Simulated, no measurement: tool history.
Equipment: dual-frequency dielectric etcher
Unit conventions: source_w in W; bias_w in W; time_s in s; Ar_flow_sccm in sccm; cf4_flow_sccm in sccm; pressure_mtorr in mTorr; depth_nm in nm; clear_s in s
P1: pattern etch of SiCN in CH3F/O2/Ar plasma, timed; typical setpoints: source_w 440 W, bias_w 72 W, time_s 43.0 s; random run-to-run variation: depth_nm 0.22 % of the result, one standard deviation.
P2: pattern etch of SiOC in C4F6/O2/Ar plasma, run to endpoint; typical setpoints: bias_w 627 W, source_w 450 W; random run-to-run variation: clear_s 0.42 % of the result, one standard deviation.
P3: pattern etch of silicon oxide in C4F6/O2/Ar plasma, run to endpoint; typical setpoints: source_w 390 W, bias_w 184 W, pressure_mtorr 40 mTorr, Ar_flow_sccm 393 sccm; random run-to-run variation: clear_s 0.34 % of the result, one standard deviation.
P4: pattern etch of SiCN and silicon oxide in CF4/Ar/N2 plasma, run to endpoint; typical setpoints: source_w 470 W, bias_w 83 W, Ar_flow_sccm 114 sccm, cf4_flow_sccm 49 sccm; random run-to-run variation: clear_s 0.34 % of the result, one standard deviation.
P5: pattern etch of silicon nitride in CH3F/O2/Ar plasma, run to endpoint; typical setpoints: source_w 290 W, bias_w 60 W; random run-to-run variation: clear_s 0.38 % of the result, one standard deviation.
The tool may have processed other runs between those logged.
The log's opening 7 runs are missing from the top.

run,hour,process,source_w,bias_w,time_s,Ar_flow_sccm,cf4_flow_sccm,pressure_mtorr,hours since the last wet clean,hours since the last source power generator calibration,hours since the last bias power generator calibration,depth_nm,clear_s
8,27.6,P4,470,83,,114,49,,345.4,1212.3,307.2,,14.5430
9,30.2,P3,390,184,,393,,53,348.0,1214.9,309.8,,10.8380
10,33.8,P1,440,58,43.0,,,,351.6,1218.5,313.4,15.537,
11,37.1,P5,210,60,,,,,354.9,1221.8,316.7,,117.3900
12,40.9,P1,440,72,43.0,,,,358.7,1225.6,320.5,16.720,
13,43.4,P4,470,116,,114,49,,361.2,1228.1,323.0,,12.8560
14,46.3,P3,390,184,,266,,40,364.1,1231.0,325.9,,9.9618
15,49.8,P4,470,83,,148,49,,367.6,1234.5,329.4,,15.1780
16,53.3,P5,290,84,,,,,371.1,1238.0,332.9,,92.0960
17,56.1,P1,440,72,43.0,,,,373.9,1240.8,335.7,16.740,
18,60.4,P1,560,72,43.0,,,,378.2,1245.1,340.0,18.346,
19,63.2,P2,450,790,,,,,381.0,1247.9,342.8,,10.6660
20,68.2,P2,450,627,,,,,386.0,1252.9,347.8,,11.5990
21,73.3,P1,440,72,43.0,,,,391.1,1258.0,352.9,16.743,
22,76.5,P4,320,83,,114,49,,394.3,1261.2,356.1,,20.2960
23,79.8,P3,500,184,,393,,40,397.6,1264.5,359.4,,9.4480
24,82.4,P2,450,627,,,,,400.2,1267.1,362.0,,11.6510
25,85.9,P1,530,72,60.0,,,,403.7,1270.6,365.5,25.046,
26,88.6,P3,390,249,,393,,40,406.4,1273.3,368.2,,9.4678
27,92.6,P1,440,72,43.0,,,,410.4,1277.3,372.2,16.771,
28,95.5,P2,320,627,,,,,413.3,1280.2,375.1,,13.2480
29,98.0,P1,440,72,33.5,,,,415.8,1282.7,377.6,13.057,
30,100.9,P1,440,102,43.0,,,,418.7,1285.6,380.5,19.068,

Forecast run 31:
31,105.1,P1,440,72,43.0,,,,422.9,1289.8,384.7,?,

depth_nm: 16.712 nm
